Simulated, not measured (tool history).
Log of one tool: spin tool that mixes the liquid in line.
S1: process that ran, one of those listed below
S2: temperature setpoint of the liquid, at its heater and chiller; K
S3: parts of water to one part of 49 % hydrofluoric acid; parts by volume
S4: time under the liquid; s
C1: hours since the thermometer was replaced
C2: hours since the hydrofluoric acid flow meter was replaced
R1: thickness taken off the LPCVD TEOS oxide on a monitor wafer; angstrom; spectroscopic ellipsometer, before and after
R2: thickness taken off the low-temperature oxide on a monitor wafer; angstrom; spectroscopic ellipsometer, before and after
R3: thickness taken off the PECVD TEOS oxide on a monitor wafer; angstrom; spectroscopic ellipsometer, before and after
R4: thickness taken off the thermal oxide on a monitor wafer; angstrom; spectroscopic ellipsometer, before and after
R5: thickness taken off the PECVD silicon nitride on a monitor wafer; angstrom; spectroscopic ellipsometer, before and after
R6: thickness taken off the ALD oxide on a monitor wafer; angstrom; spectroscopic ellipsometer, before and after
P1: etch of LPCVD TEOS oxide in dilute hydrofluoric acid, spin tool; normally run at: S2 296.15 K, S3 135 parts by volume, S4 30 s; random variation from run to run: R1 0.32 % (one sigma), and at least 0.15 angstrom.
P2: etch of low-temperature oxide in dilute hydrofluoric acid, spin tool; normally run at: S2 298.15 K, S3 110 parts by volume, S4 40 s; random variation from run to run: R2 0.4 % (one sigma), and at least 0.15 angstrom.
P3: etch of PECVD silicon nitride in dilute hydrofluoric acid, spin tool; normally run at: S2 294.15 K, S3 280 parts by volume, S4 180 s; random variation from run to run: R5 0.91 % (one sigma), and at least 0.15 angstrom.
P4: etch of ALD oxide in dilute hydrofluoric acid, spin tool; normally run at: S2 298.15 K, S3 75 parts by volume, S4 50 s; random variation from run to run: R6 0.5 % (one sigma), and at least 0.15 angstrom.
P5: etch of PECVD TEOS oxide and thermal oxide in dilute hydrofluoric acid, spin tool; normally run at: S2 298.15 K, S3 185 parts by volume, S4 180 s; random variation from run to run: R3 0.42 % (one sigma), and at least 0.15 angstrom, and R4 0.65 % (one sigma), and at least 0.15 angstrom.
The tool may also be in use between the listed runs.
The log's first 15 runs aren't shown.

run	hour	S1	S2	S3	S4	C1	C2	R1	R2	R3	R4	R5	R6
16	99.8	P1	301.15	135	15	164.4	650.9	39.930					
17	105.4	P1	296.15	135	45	170.0	656.5	98.899					
18	111.3	P3	294.15	280	345	175.9	662.4					59.503	
19	119.4	P1	296.15	135	30	184.0	670.5	65.378					
20	127.2	P5	298.15	185	180	191.8	678.3			155.580	42.1460		
21	134.4	P1	296.15	235	30	199.0	685.5	33.593					
22	142.7	P4	294.15	75	50	207.3	693.8						63.409
23	147.3	P1	296.15	135	30	211.9	698.4	65.541					
24	152.7	P1	302.15	135	30	217.3	703.8	83.211					
25	158.6	P1	296.15	135	30	223.2	709.7	65.847					
26	162.7	P1	296.15	135	15	227.3	713.8	32.896					

Run 27 comes next. What will it give?
27	168.6	P3	298.65	280	180	233.2	719.7					?	

Run 27 gave R5 39.852 angstrom.
